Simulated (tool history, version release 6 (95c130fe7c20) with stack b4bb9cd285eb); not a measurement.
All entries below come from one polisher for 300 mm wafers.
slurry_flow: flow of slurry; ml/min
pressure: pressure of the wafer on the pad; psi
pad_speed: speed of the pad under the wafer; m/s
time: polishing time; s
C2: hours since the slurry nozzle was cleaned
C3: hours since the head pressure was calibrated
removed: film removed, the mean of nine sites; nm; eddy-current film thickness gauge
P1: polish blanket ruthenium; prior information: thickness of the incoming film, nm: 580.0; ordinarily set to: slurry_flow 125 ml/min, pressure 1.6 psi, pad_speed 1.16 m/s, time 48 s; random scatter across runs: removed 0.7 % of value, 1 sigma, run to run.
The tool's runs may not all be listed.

{"run": 1, "hour": 11.9, "slurry_flow": 125, "pressure": 1.6, "pad_speed": 1.16, "time": 48, "wafers polished on this pad": 424, "C2": 99.8, "C3": 312.7, "removed": 45.933}
{"run": 2, "hour": 21.7, "slurry_flow": 125, "pressure": 1.6, "pad_speed": 1.16, "time": 48, "wafers polished on this pad": 545, "C2": 109.6, "C3": 322.5, "removed": 45.753}
{"run": 3, "hour": 30.9, "slurry_flow": 195, "pressure": 1.6, "pad_speed": 1.16, "time": 48, "wafers polished on this pad": 659, "C2": 118.8, "C3": 331.7, "removed": 49.51}
{"run": 4, "hour": 38.7, "slurry_flow": 125, "pressure": 1.6, "pad_speed": 1.16, "time": 48, "wafers polished on this pad": 755, "C2": 126.6, "C3": 339.5, "removed": 46.089}
{"run": 5, "hour": 52.2, "slurry_flow": 125, "pressure": 1.6, "pad_speed": 1.16, "time": 48, "wafers polished on this pad": 921, "C2": 140.1, "C3": 353.0, "removed": 46.445}
{"run": 6, "hour": 65.7, "slurry_flow": 185, "pressure": 1.6, "pad_speed": 1.16, "time": 25, "wafers polished on this pad": 1088, "C2": 153.6, "C3": 366.5, "removed": 26.163}
{"run": 7, "hour": 78.6, "slurry_flow": 125, "pressure": 1.6, "pad_speed": 1.16, "time": 48, "wafers polished on this pad": 1247, "C2": 166.5, "C3": 379.4, "removed": 46.123}
{"run": 8, "hour": 85.4, "slurry_flow": 125, "pressure": 1.6, "pad_speed": 1.16, "time": 76, "wafers polished on this pad": 1331, "C2": 173.3, "C3": 386.2, "removed": 74.061}
{"run": 9, "hour": 96.0, "slurry_flow": 125, "pressure": 1.6, "pad_speed": 0.56, "time": 48, "wafers polished on this pad": 1461, "C2": 183.9, "C3": 396.8, "removed": 22.287}
{"hour": 97.2, "done": "slurry nozzle cleaned"}
{"hour": 104.4, "done": "head pressure recalibrated"}
{"run": 10, "hour": 108.2, "slurry_flow": 125, "pressure": 1.6, "pad_speed": 1.16, "time": 48, "wafers polished on this pad": 1612, "C2": 11.0, "C3": 3.8, "removed": 45.507}
{"run": 11, "hour": 115.5, "slurry_flow": 125, "pressure": 1.6, "pad_speed": 1.16, "time": 24, "wafers polished on this pad": 1702, "C2": 18.3, "C3": 11.1, "removed": 23.055}
{"run": 12, "hour": 122.2, "slurry_flow": 125, "pressure": 0.8, "pad_speed": 1.16, "time": 48, "wafers polished on this pad": 1784, "C2": 25.0, "C3": 17.8, "removed": 23.025}
{"run": 13, "hour": 134.4, "slurry_flow": 125, "pressure": 1.6, "pad_speed": 1.16, "time": 48, "wafers polished on this pad": 1935, "C2": 37.2, "C3": 30.0, "removed": 46.177}
{"run": 14, "hour": 143.4, "slurry_flow": 125, "pressure": 1.6, "pad_speed": 1.82, "time": 48, "wafers polished on this pad": 2046, "C2": 46.2, "C3": 39.0, "removed": 71.543}
{"run": 15, "hour": 156.6, "slurry_flow": 180, "pressure": 1.6, "pad_speed": 1.6, "time": 48, "wafers polished on this pad": 2208, "C2": 59.4, "C3": 52.2, "removed": 67.86}
{"run": 16, "hour": 163.9, "slurry_flow": 125, "pressure": 2.5, "pad_speed": 1.16, "time": 48, "wafers polished on this pad": 2298, "C2": 66.7, "C3": 59.5, "removed": 71.763}
{"run": 17, "hour": 174.8, "slurry_flow": 75, "pressure": 1.6, "pad_speed": 1.16, "time": 48, "wafers polished on this pad": 2433, "C2": 77.6, "C3": 70.4, "removed": 40.402}
{"run": 18, "hour": 185.2, "slurry_flow": 125, "pressure": 1.6, "pad_speed": 1.16, "time": 48, "wafers polished on this pad": 2561, "C2": 88.0, "C3": 80.8, "removed": 46.181}
{"run": 19, "hour": 196.5, "slurry_flow": 125, "pressure": 1.6, "pad_speed": 1.16, "time": 48, "wafers polished on this pad": 2700, "C2": 99.3, "C3": 92.1, "removed": 44.595}

Expected results for the next run?
{"run": 20, "hour": 205.3, "slurry_flow": 125, "pressure": 1.6, "pad_speed": 1.16, "time": 48, "wafers polished on this pad": 2809, "C2": 108.1, "C3": 100.9, "removed": "?"}

removed: 44.123 nm
